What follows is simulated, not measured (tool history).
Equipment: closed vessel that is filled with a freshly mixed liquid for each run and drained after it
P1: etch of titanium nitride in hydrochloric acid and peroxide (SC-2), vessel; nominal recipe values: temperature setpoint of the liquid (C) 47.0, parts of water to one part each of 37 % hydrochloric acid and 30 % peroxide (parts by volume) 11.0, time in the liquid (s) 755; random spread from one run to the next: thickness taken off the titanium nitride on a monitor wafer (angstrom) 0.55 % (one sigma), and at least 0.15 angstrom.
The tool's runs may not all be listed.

run,hour,temperature setpoint of the liquid (C),parts of water to one part each of 37 % hydrochloric acid and 30 % peroxide (parts by volume),time in the liquid (s),hours since the thermometer was replaced,hours since the chemicals flow meter was replaced,hours since the drum of peroxide was connected,thickness taken off the titanium nitride on a monitor wafer (angstrom)
1,3.9,47.0,11.0,755,350.3,1594.8,165.3,77.6530
2,6.2,47.0,11.0,755,352.6,1597.1,167.6,77.5430
3,10.2,35.0,11.0,755,356.6,1601.1,171.6,33.2860
4,13.6,47.0,11.0,30,360.0,1604.5,175.0,3.1761
5,15.7,47.0,11.0,755,362.1,1606.6,177.1,77.9400
6,19.5,63.5,11.0,755,365.9,1610.4,180.9,226.0100
7,21.9,47.0,19.5,755,368.3,1612.8,183.3,47.4560
8,24.6,47.0,11.0,755,371.0,1615.5,186.0,77.5060
9,26.7,47.0,11.0,755,373.1,1617.6,188.1,77.5530
10,29.9,47.0,11.0,755,376.3,1620.8,191.3,78.3280
11,31.9,47.0,4.0,755,378.3,1622.8,193.3,170.3800
12,34.2,47.0,6.0,245,380.6,1625.1,195.6,41.0780
13,37.1,47.0,11.0,1420,383.5,1628.0,198.5,146.6500
14,39.5,60.5,11.0,385,385.9,1630.4,200.9,95.8770
15,41.6,47.0,11.0,755,388.0,1632.5,203.0,77.4440
16,44.2,47.0,11.0,755,390.6,1635.1,205.6,75.5330
17,46.3,47.0,11.0,755,392.7,1637.2,207.7,74.1520
# hour 50.5: new drum of peroxide connected
18,50.7,47.0,11.0,755,397.1,1641.6,0.2,72.4370
19,54.8,47.0,11.0,755,401.2,1645.7,4.3,71.2460
20,58.9,47.0,11.0,755,405.3,1649.8,8.4,71.3500
21,62.1,47.0,11.0,755,408.5,1653.0,11.6,71.0780
22,66.0,47.0,11.0,755,412.4,1656.9,15.5,70.4450

Something has made what P1 gives creep away from where it was; the 2 causes below, each at its own stated size, fit the log equally well:
A: chemicals flow below the setpoint (%) = 10.2
B: liquid colder than its thermometer reads (K) = 1.34
The process output started creeping at around hour 41.6.
Why every other cause is out:
peroxide weaker than its label (%): maintenance at hour 50.5, after the shift began, did not return the process to its former output

Below are 4 check runs, each averaged over 3 wafers, with their results shown as question marks. Which of them would give clearly different results depending on which cause is behind the drift?
check 1,69.9,47.0,19.0,1325,,,,?
check 2,69.9,36.5,11.0,410,,,,?
check 3,69.9,47.0,18.5,755,,,,?
check 4,69.9,35.0,4.0,755,,,,?

Predicted outcomes, by check and by cause:
check,result,if A,if B
check 1,thickness taken off the titanium nitride on a monitor wafer (angstrom),76.6280,77.1210
check 2,thickness taken off the titanium nitride on a monitor wafer (angstrom),18.4330,18.3230
check 3,thickness taken off the titanium nitride on a monitor wafer (angstrom),44.7400,45.0160
check 4,thickness taken off the titanium nitride on a monitor wafer (angstrom),67.1700,65.4630
Gap, in per cent, between the two causes that each check separates least, read from the result that separates them most: check 1 0.64 %; check 2 0.6 %; check 3 0.62 %; check 4 2.57 %
Only check 4 tells the causes apart: in the others they would give nearly the same result.

Running check 4 produced the following: thickness taken off the titanium nitride on a monitor wafer (angstrom) 67.2150. Which one of the listed causes fits?

A is the cause: chemicals flow below the setpoint (%).

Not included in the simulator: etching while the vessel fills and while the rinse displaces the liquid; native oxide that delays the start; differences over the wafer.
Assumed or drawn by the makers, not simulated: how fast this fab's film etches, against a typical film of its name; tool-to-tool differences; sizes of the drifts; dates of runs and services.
